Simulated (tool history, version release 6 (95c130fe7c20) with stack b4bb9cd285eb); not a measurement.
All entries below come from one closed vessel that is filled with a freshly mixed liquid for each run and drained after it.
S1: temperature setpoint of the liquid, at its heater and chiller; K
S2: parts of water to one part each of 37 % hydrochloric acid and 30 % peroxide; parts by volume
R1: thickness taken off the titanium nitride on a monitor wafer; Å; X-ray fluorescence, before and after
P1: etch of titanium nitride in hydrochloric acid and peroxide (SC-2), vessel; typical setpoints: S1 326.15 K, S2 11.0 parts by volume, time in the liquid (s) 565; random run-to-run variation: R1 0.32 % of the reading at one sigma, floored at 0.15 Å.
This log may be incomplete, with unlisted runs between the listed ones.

{"run": 1, "hour": 13.2, "S1": 326.15, "S2": 11.0, "time in the liquid (s)": 565, "R1": 168.18}
{"run": 2, "hour": 21.7, "S1": 326.15, "S2": 19.5, "time in the liquid (s)": 105, "R1": 18.672}
{"run": 3, "hour": 32.0, "S1": 311.15, "S2": 11.0, "time in the liquid (s)": 565, "R1": 60.187}
{"run": 4, "hour": 39.4, "S1": 326.15, "S2": 11.0, "time in the liquid (s)": 565, "R1": 168.16}
{"run": 5, "hour": 45.6, "S1": 326.15, "S2": 19.0, "time in the liquid (s)": 565, "R1": 103.12}
{"run": 6, "hour": 54.1, "S1": 326.15, "S2": 4.0, "time in the liquid (s)": 565, "R1": 365.53}
{"run": 7, "hour": 67.1, "S1": 326.15, "S2": 11.0, "time in the liquid (s)": 265, "R1": 78.926}
{"run": 8, "hour": 80.2, "S1": 326.15, "S2": 11.0, "time in the liquid (s)": 565, "R1": 167.89}
{"run": 9, "hour": 92.5, "S1": 326.15, "S2": 11.0, "time in the liquid (s)": 565, "R1": 168.2}
{"run": 10, "hour": 104.0, "S1": 326.15, "S2": 11.0, "time in the liquid (s)": 1100, "R1": 326.88}
{"run": 11, "hour": 115.6, "S1": 326.15, "S2": 11.0, "time in the liquid (s)": 565, "R1": 167.62}
{"run": 12, "hour": 126.3, "S1": 341.65, "S2": 11.0, "time in the liquid (s)": 565, "R1": 442.16}
{"run": 13, "hour": 139.6, "S1": 326.15, "S2": 11.0, "time in the liquid (s)": 565, "R1": 167.3}
{"run": 14, "hour": 149.0, "S1": 326.15, "S2": 11.0, "time in the liquid (s)": 565, "R1": 162.73}
{"run": 15, "hour": 156.0, "S1": 326.15, "S2": 11.0, "time in the liquid (s)": 565, "R1": 160.02}
{"run": 16, "hour": 165.5, "S1": 326.15, "S2": 11.0, "time in the liquid (s)": 565, "R1": 158.17}
{"run": 17, "hour": 174.4, "S1": 326.15, "S2": 11.0, "time in the liquid (s)": 565, "R1": 156.63}
{"run": 18, "hour": 186.6, "S1": 326.15, "S2": 11.0, "time in the liquid (s)": 565, "R1": 154.88}
{"run": 19, "hour": 197.7, "S1": 326.15, "S2": 11.0, "time in the liquid (s)": 565, "R1": 155.16}
{"hour": 197.8, "done": "new drum of peroxide connected"}
{"run": 20, "hour": 209.4, "S1": 326.15, "S2": 11.0, "time in the liquid (s)": 565, "R1": 153.65}
{"run": 21, "hour": 222.3, "S1": 326.15, "S2": 11.0, "time in the liquid (s)": 565, "R1": 154.29}

P1 no longer gives what it gave before; its output has crept away from where it was. The following 2 causes, each at its listed size, fit the log equally well:
A: chemicals flow below the setpoint (%) = 9.71
B: liquid colder than its thermometer reads (K) = 1.33
The creep began at about hour 139.6.
The rest of the possible causes, and what rules out each one:
peroxide weaker than its label (%): serviced at hour 197.8, which brought nothing back

Of the 4 check runs listed below, each run on one wafer and each result written as a question mark, which would let you distinguish the listed causes because they would give clearly different results?
{"run": "check 1", "hour": 235.2, "S1": 320.15, "S2": 11.0, "time in the liquid (s)": 950, "R1": "?"}
{"run": "check 2", "hour": 235.2, "S1": 326.15, "S2": 18.0, "time in the liquid (s)": 565, "R1": "?"}
{"run": "check 3", "hour": 235.2, "S1": 312.15, "S2": 4.0, "time in the liquid (s)": 565, "R1": "?"}
{"run": "check 4", "hour": 235.2, "S1": 338.15, "S2": 5.0, "time in the liquid (s)": 565, "R1": "?"}

What each check would give under each cause:
check=check_1 result=R1 if_A=173.200 if_B=172.570
check=check_2 result=R1 if_A=99.368 if_B=99.864
check=check_3 result=R1 if_A=130.130 if_B=126.760
check=check_4 result=R1 if_A=616.830 if_B=612.370
Per check, the gap between the least separated pair of causes, taken in the result that splits them most: check 1 0.36 %; check 2 0.5 %; check 3 2.62 %; check 4 0.73 %
Check 3 tells the causes apart: in the others they would give nearly the same result.

Check 3 has now been run. It gave: R1 129.880 Å. Which of the candidate causes is it?

The cause is A: chemicals flow below the setpoint (%).
